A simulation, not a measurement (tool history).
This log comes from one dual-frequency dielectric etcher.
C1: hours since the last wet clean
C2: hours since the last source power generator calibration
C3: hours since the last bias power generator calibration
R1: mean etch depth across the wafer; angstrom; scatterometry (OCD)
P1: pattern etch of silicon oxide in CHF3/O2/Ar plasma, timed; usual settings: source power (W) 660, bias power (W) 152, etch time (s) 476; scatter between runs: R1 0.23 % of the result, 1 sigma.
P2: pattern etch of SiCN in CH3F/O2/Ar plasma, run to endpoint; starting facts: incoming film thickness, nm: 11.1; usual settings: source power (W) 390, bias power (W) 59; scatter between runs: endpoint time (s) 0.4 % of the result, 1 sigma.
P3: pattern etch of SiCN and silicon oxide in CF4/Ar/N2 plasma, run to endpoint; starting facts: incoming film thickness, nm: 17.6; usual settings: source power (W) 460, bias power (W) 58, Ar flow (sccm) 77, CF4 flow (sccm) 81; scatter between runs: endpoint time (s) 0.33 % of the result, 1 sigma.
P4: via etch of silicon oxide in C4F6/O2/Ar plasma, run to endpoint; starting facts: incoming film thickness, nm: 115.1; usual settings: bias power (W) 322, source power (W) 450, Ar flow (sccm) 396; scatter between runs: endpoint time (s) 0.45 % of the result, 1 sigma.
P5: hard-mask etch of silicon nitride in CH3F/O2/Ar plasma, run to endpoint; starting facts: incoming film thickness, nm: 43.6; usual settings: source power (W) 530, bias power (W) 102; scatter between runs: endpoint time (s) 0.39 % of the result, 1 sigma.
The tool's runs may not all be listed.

{"run": 1, "hour": 5.0, "process that ran": "P1", "source power (W)": 660, "bias power (W)": 152, "etch time (s)": 476, "C1": 281.6, "C2": 1496.5, "C3": 614, "R1": 9580.5}
{"run": 2, "hour": 9.7, "process that ran": "P1", "source power (W)": 660, "bias power (W)": 152, "etch time (s)": 476, "C1": 286.3, "C2": 1501.2, "C3": 618.7, "R1": 9571.3}
{"run": 3, "hour": 15.2, "process that ran": "P5", "source power (W)": 750, "bias power (W)": 102, "C1": 291.8, "C2": 1506.7, "C3": 624.2, "endpoint time (s)": 44.662}
{"run": 4, "hour": 19.1, "process that ran": "P1", "source power (W)": 660, "bias power (W)": 152, "etch time (s)": 476, "C1": 295.7, "C2": 1510.6, "C3": 628.1, "R1": 9619.7}
{"run": 5, "hour": 21.7, "process that ran": "P3", "source power (W)": 300, "bias power (W)": 58, "Ar flow (sccm)": 77, "CF4 flow (sccm)": 81, "C1": 298.3, "C2": 1513.2, "C3": 630.7, "endpoint time (s)": 28.98}
{"run": 6, "hour": 24.9, "process that ran": "P1", "source power (W)": 400, "bias power (W)": 152, "etch time (s)": 476, "C1": 301.5, "C2": 1516.4, "C3": 633.9, "R1": 7899}
{"run": 7, "hour": 28.7, "process that ran": "P5", "source power (W)": 530, "bias power (W)": 102, "C1": 305.3, "C2": 1520.2, "C3": 637.7, "endpoint time (s)": 51.097}
{"run": 8, "hour": 31.9, "process that ran": "P1", "source power (W)": 660, "bias power (W)": 126, "etch time (s)": 605, "C1": 308.5, "C2": 1523.4, "C3": 640.9, "R1": 11429}
{"run": 9, "hour": 36.0, "process that ran": "P1", "source power (W)": 660, "bias power (W)": 152, "etch time (s)": 476, "C1": 312.6, "C2": 1527.5, "C3": 645, "R1": 9632.8}
{"run": 10, "hour": 38.6, "process that ran": "P4", "source power (W)": 450, "bias power (W)": 322, "Ar flow (sccm)": 396, "C1": 315.2, "C2": 1530.1, "C3": 647.6, "endpoint time (s)": 30.414}
{"run": 11, "hour": 43.7, "process that ran": "P1", "source power (W)": 660, "bias power (W)": 152, "etch time (s)": 611.5, "C1": 320.3, "C2": 1535.2, "C3": 652.7, "R1": 12330}
{"run": 12, "hour": 47.9, "process that ran": "P2", "source power (W)": 230, "bias power (W)": 59, "C1": 324.5, "C2": 1539.4, "C3": 656.9, "endpoint time (s)": 39.192}
{"run": 13, "hour": 52.2, "process that ran": "P4", "source power (W)": 330, "bias power (W)": 322, "Ar flow (sccm)": 396, "C1": 328.8, "C2": 1543.7, "C3": 661.2, "endpoint time (s)": 34.237}
{"run": 14, "hour": 54.8, "process that ran": "P1", "source power (W)": 850, "bias power (W)": 152, "etch time (s)": 476, "C1": 331.4, "C2": 1546.3, "C3": 663.8, "R1": 10575}
{"run": 15, "hour": 57.2, "process that ran": "P2", "source power (W)": 390, "bias power (W)": 59, "C1": 333.8, "C2": 1548.7, "C3": 666.2, "endpoint time (s)": 32.212}
{"run": 16, "hour": 62.8, "process that ran": "P5", "source power (W)": 530, "bias power (W)": 130, "C1": 339.4, "C2": 1554.3, "C3": 671.8, "endpoint time (s)": 46.703}
{"run": 17, "hour": 66.2, "process that ran": "P2", "source power (W)": 390, "bias power (W)": 75, "C1": 342.8, "C2": 1557.7, "C3": 675.2, "endpoint time (s)": 29.509}
{"run": 18, "hour": 70.2, "process that ran": "P2", "source power (W)": 390, "bias power (W)": 59, "C1": 346.8, "C2": 1561.7, "C3": 679.2, "endpoint time (s)": 32.202}
{"run": 19, "hour": 73.2, "process that ran": "P4", "source power (W)": 450, "bias power (W)": 322, "Ar flow (sccm)": 485, "C1": 349.8, "C2": 1564.7, "C3": 682.2, "endpoint time (s)": 31.145}
{"run": 20, "hour": 75.7, "process that ran": "P3", "source power (W)": 460, "bias power (W)": 39, "Ar flow (sccm)": 77, "CF4 flow (sccm)": 81, "C1": 352.3, "C2": 1567.2, "C3": 684.7, "endpoint time (s)": 22.104}
{"run": 21, "hour": 79.9, "process that ran": "P1", "source power (W)": 660, "bias power (W)": 152, "etch time (s)": 476, "C1": 356.5, "C2": 1571.4, "C3": 688.9, "R1": 9640.4}
{"run": 22, "hour": 84.5, "process that ran": "P3", "source power (W)": 460, "bias power (W)": 58, "Ar flow (sccm)": 77, "CF4 flow (sccm)": 108, "C1": 361.1, "C2": 1576, "C3": 693.5, "endpoint time (s)": 19.114}
{"run": 23, "hour": 87.0, "process that ran": "P4", "source power (W)": 450, "bias power (W)": 390, "Ar flow (sccm)": 396, "C1": 363.6, "C2": 1578.5, "C3": 696, "endpoint time (s)": 28.51}
{"run": 24, "hour": 92.5, "process that ran": "P5", "source power (W)": 530, "bias power (W)": 102, "C1": 369.1, "C2": 1584, "C3": 701.5, "endpoint time (s)": 51.087}
{"run": 25, "hour": 97.2, "process that ran": "P3", "source power (W)": 460, "bias power (W)": 58, "Ar flow (sccm)": 104, "CF4 flow (sccm)": 81, "C1": 373.8, "C2": 1588.7, "C3": 706.2, "endpoint time (s)": 20.686}
{"run": 26, "hour": 100.9, "process that ran": "P1", "source power (W)": 660, "bias power (W)": 207, "etch time (s)": 476, "C1": 377.5, "C2": 1592.4, "C3": 709.9, "R1": 10602}
{"run": 27, "hour": 104.7, "process that ran": "P1", "source power (W)": 660, "bias power (W)": 152, "etch time (s)": 299.5, "C1": 381.3, "C2": 1596.2, "C3": 713.7, "R1": 6038.2}
{"run": 28, "hour": 108.1, "process that ran": "P3", "source power (W)": 460, "bias power (W)": 58, "Ar flow (sccm)": 77, "CF4 flow (sccm)": 81, "C1": 384.7, "C2": 1599.6, "C3": 717.1, "endpoint time (s)": 19.864}
{"run": 29, "hour": 111.1, "process that ran": "P1", "source power (W)": 660, "bias power (W)": 152, "etch time (s)": 476, "C1": 387.7, "C2": 1602.6, "C3": 720.1, "R1": 9563.7}
{"run": 30, "hour": 114.3, "process that ran": "P3", "source power (W)": 460, "bias power (W)": 58, "Ar flow (sccm)": 77, "CF4 flow (sccm)": 81, "C1": 390.9, "C2": 1605.8, "C3": 723.3, "endpoint time (s)": 19.715}
{"run": 31, "hour": 119.7, "process that ran": "P1", "source power (W)": 660, "bias power (W)": 110, "etch time (s)": 476, "C1": 396.3, "C2": 1611.2, "C3": 728.7, "R1": 8649.9}
{"run": 32, "hour": 123.1, "process that ran": "P1", "source power (W)": 660, "bias power (W)": 152, "etch time (s)": 476, "C1": 399.7, "C2": 1614.6, "C3": 732.1, "R1": 9609.9}
{"run": 33, "hour": 125.7, "process that ran": "P1", "source power (W)": 660, "bias power (W)": 152, "etch time (s)": 476, "C1": 402.3, "C2": 1617.2, "C3": 734.7, "R1": 9665.9}
{"run": 34, "hour": 130.1, "process that ran": "P1", "source power (W)": 660, "bias power (W)": 152, "etch time (s)": 476, "C1": 406.7, "C2": 1621.6, "C3": 739.1, "R1": 9615.1}
{"hour": 132.7, "done": "wet clean of the chamber"}
{"run": 35, "hour": 135.7, "process that ran": "P1", "source power (W)": 660, "bias power (W)": 152, "etch time (s)": 476, "C1": 3.1, "C2": 1627.2, "C3": 744.7, "R1": 9698.5}
{"run": 36, "hour": 138.2, "process that ran": "P1", "source power (W)": 660, "bias power (W)": 152, "etch time (s)": 476, "C1": 5.6, "C2": 1629.7, "C3": 747.2, "R1": 9706.4}
{"run": 37, "hour": 141.0, "process that ran": "P1", "source power (W)": 660, "bias power (W)": 152, "etch time (s)": 476, "C1": 8.4, "C2": 1632.5, "C3": 750, "R1": 9673.8}
{"run": 38, "hour": 145.5, "process that ran": "P1", "source power (W)": 660, "bias power (W)": 152, "etch time (s)": 476, "C1": 12.9, "C2": 1637, "C3": 754.5, "R1": 9707.5}
{"run": 39, "hour": 149.4, "process that ran": "P1", "source power (W)": 660, "bias power (W)": 152, "etch time (s)": 476, "C1": 16.8, "C2": 1640.9, "C3": 758.4, "R1": 9717.7}

P1 no longer gives what it gave before; its output has crept away from where it was. The following 2 causes, each at its listed size, fit the log equally well:
A: source power that arrives over what is set, % = 3.65
B: bias power that arrives over what is set, % = 4.38
The gradual shift began around hour 123.1.
Ruled out, with reasons:
chamber walls in a state that raises the etch rate, %: serviced at hour 132.7, which brought nothing back

You are offered 4 check runs, listed below with question marks in place of their results; each one averages 2 wafers. Which run separates the listed causes by giving clearly different results for each?
{"run": "check 1", "hour": 153.3, "process that ran": "P3", "source power (W)": 460, "bias power (W)": 46, "Ar flow (sccm)": 77, "CF4 flow (sccm)": 81, "endpoint time (s)": "?"}
{"run": "check 2", "hour": 153.3, "process that ran": "P5", "source power (W)": 710, "bias power (W)": 126, "endpoint time (s)": "?"}
{"run": "check 3", "hour": 153.3, "process that ran": "P4", "source power (W)": 380, "bias power (W)": 322, "Ar flow (sccm)": 396, "endpoint time (s)": "?"}
{"run": "check 4", "hour": 153.3, "process that ran": "P2", "source power (W)": 280, "bias power (W)": 71, "endpoint time (s)": "?"}

Check results expected under each cause:
check=check_1 result=endpoint_time_(s) if_A=20.492 if_B=20.908
check=check_2 result=endpoint_time_(s) if_A=41.74 if_B=41.634
check=check_3 result=endpoint_time_(s) if_A=31.998 if_B=31.948
check=check_4 result=endpoint_time_(s) if_A=33.736 if_B=33.662
How far apart the two closest causes lie, in the result that separates them most: check 1 2.01 %; check 2 0.26 %; check 3 0.16 %; check 4 0.22 %
Check 1 is the one run that separates the causes; every other check would come out nearly the same whichever cause is at work.

After running check 1, the following was obtained: endpoint time (s) 20.945. Which cause does this point to?

It was cause B: bias power that arrives over what is set, %.

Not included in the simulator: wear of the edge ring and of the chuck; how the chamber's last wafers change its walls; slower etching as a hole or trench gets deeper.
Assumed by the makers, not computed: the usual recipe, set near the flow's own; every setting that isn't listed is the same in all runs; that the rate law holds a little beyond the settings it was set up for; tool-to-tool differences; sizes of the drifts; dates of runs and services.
